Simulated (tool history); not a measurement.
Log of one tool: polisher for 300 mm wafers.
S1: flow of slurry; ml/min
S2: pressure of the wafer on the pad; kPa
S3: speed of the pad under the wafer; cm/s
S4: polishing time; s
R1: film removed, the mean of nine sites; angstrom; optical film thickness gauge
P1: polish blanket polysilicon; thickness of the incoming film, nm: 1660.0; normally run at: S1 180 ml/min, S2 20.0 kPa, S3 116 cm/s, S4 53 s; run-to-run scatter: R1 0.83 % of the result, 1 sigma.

run 1 day=0.204 | S1=180 S2=20.0 S3=116 S4=53 | R1=6101.1
run 2 day=0.396 | S1=180 S2=11.7 S3=116 S4=53 | R1=3537.3
run 3 day=0.529 | S1=180 S2=20.0 S3=116 S4=53 | R1=6048.6
run 4 day=0.675 | S1=180 S2=20.0 S3=116 S4=29 | R1=3335.9
run 5 day=0.888 | S1=225 S2=20.0 S3=116 S4=75 | R1=8764.2
run 6 day=1.083 | S1=180 S2=26.9 S3=116 S4=53 | R1=8092.7
run 7 day=1.304 | S1=180 S2=20.0 S3=116 S4=68 | R1=7805.6
run 8 day=1.475 | S1=110 S2=20.0 S3=116 S4=53 | R1=5537.5
run 9 day=1.604 | S1=180 S2=20.0 S3=116 S4=53 | R1=6058.1
run 10 day=1.762 | S1=240 S2=20.0 S3=116 S4=53 | R1=6241.3
run 11 day=1.888 | S1=180 S2=20.0 S3=116 S4=53 | R1=6087.9
-- day=2.000 head pressure recalibrated
run 12 day=2.050 | S1=180 S2=20.0 S3=164 S4=53 | R1=8524.6
run 13 day=2.188 | S1=180 S2=20.0 S3=52 S4=53 | R1=2681.8
run 14 day=2.442 | S1=180 S2=20.0 S3=116 S4=53 | R1=6077.1
run 15 day=2.696 | S1=180 S2=20.0 S3=116 S4=53 | R1=5943.6
run 16 day=2.925 | S1=180 S2=20.0 S3=116 S4=53 | R1=5797.7
run 17 day=3.121 | S1=180 S2=20.0 S3=116 S4=53 | R1=5709.8

Forecast run 18:
run 18 day=3.304 | S1=180 S2=20.0 S3=116 S4=53 | R1=?

{"run 18": {"R1": 5661.7}}
